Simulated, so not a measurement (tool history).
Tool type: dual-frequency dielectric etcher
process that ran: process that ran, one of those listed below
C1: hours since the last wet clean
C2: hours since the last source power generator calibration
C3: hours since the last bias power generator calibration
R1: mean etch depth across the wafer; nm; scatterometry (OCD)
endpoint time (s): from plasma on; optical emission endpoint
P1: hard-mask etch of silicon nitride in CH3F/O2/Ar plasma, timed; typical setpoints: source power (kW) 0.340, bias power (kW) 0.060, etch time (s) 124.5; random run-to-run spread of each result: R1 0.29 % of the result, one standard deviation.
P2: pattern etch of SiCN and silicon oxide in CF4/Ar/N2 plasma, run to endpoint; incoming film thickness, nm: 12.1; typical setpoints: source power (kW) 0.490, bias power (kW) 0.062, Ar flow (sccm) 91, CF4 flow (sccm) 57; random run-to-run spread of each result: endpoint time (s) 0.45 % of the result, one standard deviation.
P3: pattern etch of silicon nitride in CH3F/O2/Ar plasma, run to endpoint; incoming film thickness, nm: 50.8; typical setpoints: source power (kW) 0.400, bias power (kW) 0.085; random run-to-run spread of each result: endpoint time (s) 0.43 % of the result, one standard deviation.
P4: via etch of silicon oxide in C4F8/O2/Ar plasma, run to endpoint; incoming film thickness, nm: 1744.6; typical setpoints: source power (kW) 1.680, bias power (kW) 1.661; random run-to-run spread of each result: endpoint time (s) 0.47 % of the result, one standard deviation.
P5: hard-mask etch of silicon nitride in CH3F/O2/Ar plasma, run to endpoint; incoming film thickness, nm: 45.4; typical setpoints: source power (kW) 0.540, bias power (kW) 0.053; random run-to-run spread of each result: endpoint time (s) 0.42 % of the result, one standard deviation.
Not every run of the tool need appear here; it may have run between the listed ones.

Run 1, hour 13.1: process that ran P1, source power (kW) 0.340, bias power (kW) 0.060, etch time (s) 124.5; C1 93.5; C2 1525.9; C3 1536.9. Result: R1 77.093 nm.
Run 2, hour 22.4: process that ran P1, source power (kW) 0.340, bias power (kW) 0.074, etch time (s) 98.0; C1 102.8; C2 1535.2; C3 1546.2. Result: R1 65.420 nm.
Run 3, hour 29.6: process that ran P2, source power (kW) 0.490, bias power (kW) 0.062, Ar flow (sccm) 91, CF4 flow (sccm) 57; C1 110.0; C2 1542.4; C3 1553.4. Result: endpoint time (s) 13.570.
Run 4, hour 37.7: process that ran P1, source power (kW) 0.340, bias power (kW) 0.060, etch time (s) 124.5; C1 118.1; C2 1550.5; C3 1561.5. Result: R1 77.817 nm.
Run 5, hour 45.0: process that ran P1, source power (kW) 0.400, bias power (kW) 0.060, etch time (s) 124.5; C1 125.4; C2 1557.8; C3 1568.8. Result: R1 82.477 nm.
At hour 56.5: source power generator calibrated.
Run 6, hour 58.2: process that ran P4, source power (kW) 1.680, bias power (kW) 2.343; C1 138.6; C2 1.8; C3 1582.0. Result: endpoint time (s) 355.850.
Run 7, hour 72.8: process that ran P3, source power (kW) 0.400, bias power (kW) 0.061; C1 153.2; C2 16.4; C3 1596.6. Result: endpoint time (s) 79.074.
Run 8, hour 81.5: process that ran P1, source power (kW) 0.340, bias power (kW) 0.060, etch time (s) 124.5; C1 161.9; C2 25.1; C3 1605.3. Result: R1 77.102 nm.
Run 9, hour 93.2: process that ran P1, source power (kW) 0.340, bias power (kW) 0.060, etch time (s) 72.0; C1 173.6; C2 36.8; C3 1617.0. Result: R1 44.690 nm.
Run 10, hour 102.1: process that ran P4, source power (kW) 1.680, bias power (kW) 1.661; C1 182.5; C2 45.7; C3 1625.9. Result: endpoint time (s) 387.260.
Run 11, hour 110.5: process that ran P3, source power (kW) 0.400, bias power (kW) 0.085; C1 190.9; C2 54.1; C3 1634.3. Result: endpoint time (s) 70.198.
Run 12, hour 117.5: process that ran P4, source power (kW) 2.380, bias power (kW) 1.661; C1 197.9; C2 61.1; C3 1641.3. Result: endpoint time (s) 339.230.
Run 13, hour 131.3: process that ran P5, source power (kW) 0.540, bias power (kW) 0.037; C1 211.7; C2 74.9; C3 1655.1. Result: endpoint time (s) 70.946.
Run 14, hour 145.2: process that ran P2, source power (kW) 0.490, bias power (kW) 0.043, Ar flow (sccm) 91, CF4 flow (sccm) 57; C1 225.6; C2 88.8; C3 1669.0. Result: endpoint time (s) 15.397.
Run 15, hour 153.1: process that ran P4, source power (kW) 1.680, bias power (kW) 1.661; C1 233.5; C2 96.7; C3 1676.9. Result: endpoint time (s) 392.760.
Run 16, hour 165.0: process that ran P2, source power (kW) 0.490, bias power (kW) 0.062, Ar flow (sccm) 61, CF4 flow (sccm) 57; C1 245.4; C2 108.6; C3 1688.8. Result: endpoint time (s) 12.885.
Run 17, hour 173.9: process that ran P2, source power (kW) 0.370, bias power (kW) 0.062, Ar flow (sccm) 91, CF4 flow (sccm) 57; C1 254.3; C2 117.5; C3 1697.7. Result: endpoint time (s) 17.567.
Run 18, hour 185.5: process that ran P1, source power (kW) 0.340, bias power (kW) 0.038, etch time (s) 124.5; C1 265.9; C2 129.1; C3 1709.3. Result: R1 66.853 nm.
Run 19, hour 194.0: process that ran P3, source power (kW) 0.510, bias power (kW) 0.085; C1 274.4; C2 137.6; C3 1717.8. Result: endpoint time (s) 64.300.
Run 20, hour 202.4: process that ran P2, source power (kW) 0.490, bias power (kW) 0.062, Ar flow (sccm) 91, CF4 flow (sccm) 45; C1 282.8; C2 146.0; C3 1726.2. Result: endpoint time (s) 14.190.
Run 21, hour 213.6: process that ran P1, source power (kW) 0.340, bias power (kW) 0.073, etch time (s) 124.5; C1 294.0; C2 157.2; C3 1737.4. Result: R1 83.014 nm.
Run 22, hour 228.3: process that ran P5, source power (kW) 0.540, bias power (kW) 0.053; C1 308.7; C2 171.9; C3 1752.1. Result: endpoint time (s) 63.741.
Run 23, hour 237.3: process that ran P1, source power (kW) 0.340, bias power (kW) 0.060, etch time (s) 154.0; C1 317.7; C2 180.9; C3 1761.1. Result: R1 95.808 nm.
Run 24, hour 248.8: process that ran P5, source power (kW) 0.770, bias power (kW) 0.053; C1 329.2; C2 192.4; C3 1772.6. Result: endpoint time (s) 55.876.
Run 25, hour 263.2: process that ran P1, source power (kW) 0.340, bias power (kW) 0.060, etch time (s) 124.5; C1 343.6; C2 206.8; C3 1787.0. Result: R1 77.592 nm.
Run 26, hour 273.1: process that ran P1, source power (kW) 0.270, bias power (kW) 0.060, etch time (s) 124.5; C1 353.5; C2 216.7; C3 1796.9. Result: R1 70.821 nm.
Run 27, hour 284.2: process that ran P1, source power (kW) 0.340, bias power (kW) 0.060, etch time (s) 124.5; C1 364.6; C2 227.8; C3 1808.0. Result: R1 77.542 nm.
Run 28, hour 294.2: process that ran P1, source power (kW) 0.340, bias power (kW) 0.060, etch time (s) 124.5; C1 374.6; C2 237.8; C3 1818.0. Result: R1 77.393 nm.
Run 29, hour 305.0: process that ran P1, source power (kW) 0.340, bias power (kW) 0.060, etch time (s) 124.5; C1 385.4; C2 248.6; C3 1828.8. Result: R1 78.228 nm.
Run 30, hour 313.8: process that ran P1, source power (kW) 0.340, bias power (kW) 0.060, etch time (s) 124.5; C1 394.2; C2 257.4; C3 1837.6. Result: R1 77.716 nm.
Run 31, hour 326.3: process that ran P1, source power (kW) 0.340, bias power (kW) 0.060, etch time (s) 124.5; C1 406.7; C2 269.9; C3 1850.1. Result: R1 78.797 nm.
Run 32, hour 335.2: process that ran P1, source power (kW) 0.340, bias power (kW) 0.060, etch time (s) 124.5; C1 415.6; C2 278.8; C3 1859.0. Result: R1 78.150 nm.

Expected results for the next run?
Run 33, hour 347.5: process that ran P1, source power (kW) 0.340, bias power (kW) 0.060, etch time (s) 124.5; C1 427.9; C2 291.1; C3 1871.3. Result: R1 ?.

Run 33 gave R1 78.254 nm.

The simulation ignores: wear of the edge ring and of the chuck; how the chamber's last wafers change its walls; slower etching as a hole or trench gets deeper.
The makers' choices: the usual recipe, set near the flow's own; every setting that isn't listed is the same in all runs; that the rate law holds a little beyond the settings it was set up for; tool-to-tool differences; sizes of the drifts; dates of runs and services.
